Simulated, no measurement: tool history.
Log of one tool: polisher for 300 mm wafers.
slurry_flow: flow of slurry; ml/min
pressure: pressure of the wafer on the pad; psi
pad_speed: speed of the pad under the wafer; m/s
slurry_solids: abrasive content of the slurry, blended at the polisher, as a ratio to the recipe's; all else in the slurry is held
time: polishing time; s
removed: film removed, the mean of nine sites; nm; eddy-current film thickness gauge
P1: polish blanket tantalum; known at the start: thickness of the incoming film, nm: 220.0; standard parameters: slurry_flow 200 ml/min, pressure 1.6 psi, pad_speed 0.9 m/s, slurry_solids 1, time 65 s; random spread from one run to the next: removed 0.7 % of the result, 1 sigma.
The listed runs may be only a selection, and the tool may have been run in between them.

| run | hour | slurry_flow | pressure | pad_speed | slurry_solids | time | wafers polished on this pad | hours since the slurry nozzle was cleaned | hours since the head pressure was calibrated | hours since the slurry blender was calibrated | removed |
|---|---|---|---|---|---|---|---|---|---|---|---|
| 1 | 14.4 | 200 | 1.6 | 0.9 | 1 | 65 | 1134 | 289.1 | 844.9 | 243.9 | 82.902 |
| 2 | 21.1 | 200 | 0.9 | 0.9 | 1.2 | 65 | 1207 | 295.8 | 851.6 | 250.6 | 49.873 |
| 3 | 28.2 | 200 | 1.6 | 0.9 | 1 | 65 | 1284 | 302.9 | 858.7 | 257.7 | 84.597 |
| 4 | 41.8 | 200 | 0.7 | 0.9 | 1 | 65 | 1432 | 316.5 | 872.3 | 271.3 | 36.423 |
| 5 | 52.4 | 200 | 1.6 | 0.9 | 1.4 | 65 | 1547 | 327.1 | 882.9 | 281.9 | 90.59 |
| 6 | 60.5 | 200 | 2.3 | 0.9 | 1 | 65 | 1635 | 335.2 | 891 | 290 | 120.9 |
| 7 | 72.3 | 200 | 1.6 | 0.44 | 0.75 | 65 | 1763 | 347 | 902.8 | 301.8 | 37.859 |
|  | 83.8 | slurry nozzle cleaned |
| 8 | 85.6 | 120 | 1.6 | 0.6 | 1 | 65 | 1908 | 1.9 | 916.1 | 315.1 | 51.499 |
| 9 | 100.2 | 305 | 1.6 | 0.9 | 1 | 65 | 2067 | 16.5 | 930.7 | 329.7 | 88.193 |
| 10 | 111 | 200 | 1.6 | 0.9 | 1 | 65 | 2184 | 27.3 | 941.5 | 340.5 | 84.633 |
| 11 | 123 | 200 | 1.6 | 0.66 | 1 | 65 | 2315 | 39.3 | 953.5 | 352.5 | 61.137 |
| 12 | 132.7 | 200 | 1.6 | 0.9 | 1 | 65 | 2420 | 49 | 963.2 | 362.2 | 82.932 |
| 13 | 144.6 | 200 | 1.6 | 0.9 | 1 | 65 | 2550 | 60.9 | 975.1 | 374.1 | 83.923 |
| 14 | 154.4 | 200 | 1.6 | 0.9 | 1 | 31 | 2657 | 70.7 | 984.9 | 383.9 | 40.284 |
| 15 | 168.3 | 200 | 1.6 | 0.9 | 1 | 65 | 2808 | 84.6 | 998.8 | 397.8 | 83.967 |
| 16 | 180 | 200 | 1.6 | 1.16 | 1 | 65 | 2935 | 96.3 | 1010.5 | 409.5 | 108.55 |
| 17 | 188.4 | 200 | 1.6 | 0.9 | 0.75 | 65 | 3026 | 104.7 | 1018.9 | 417.9 | 76.444 |
| 18 | 200 | 200 | 1.6 | 0.9 | 1 | 86 | 3153 | 116.3 | 1030.5 | 429.5 | 110.86 |
| 19 | 213.4 | 120 | 1.6 | 0.9 | 1 | 65 | 3298 | 129.7 | 1043.9 | 442.9 | 77.744 |
| 20 | 224.8 | 200 | 1.6 | 0.9 | 1 | 65 | 3422 | 141.1 | 1055.3 | 454.3 | 85.007 |
| 21 | 234.8 | 200 | 1.6 | 0.9 | 1 | 65 | 3531 | 151.1 | 1065.3 | 464.3 | 82.455 |

Run 22 comes next. What will it give?
| 22 | 249.6 | 200 | 1.6 | 0.9 | 1 | 65 | 3692 | 165.9 | 1080.1 | 479.1 | ? |

{"run 22": {"removed": 80.334}}
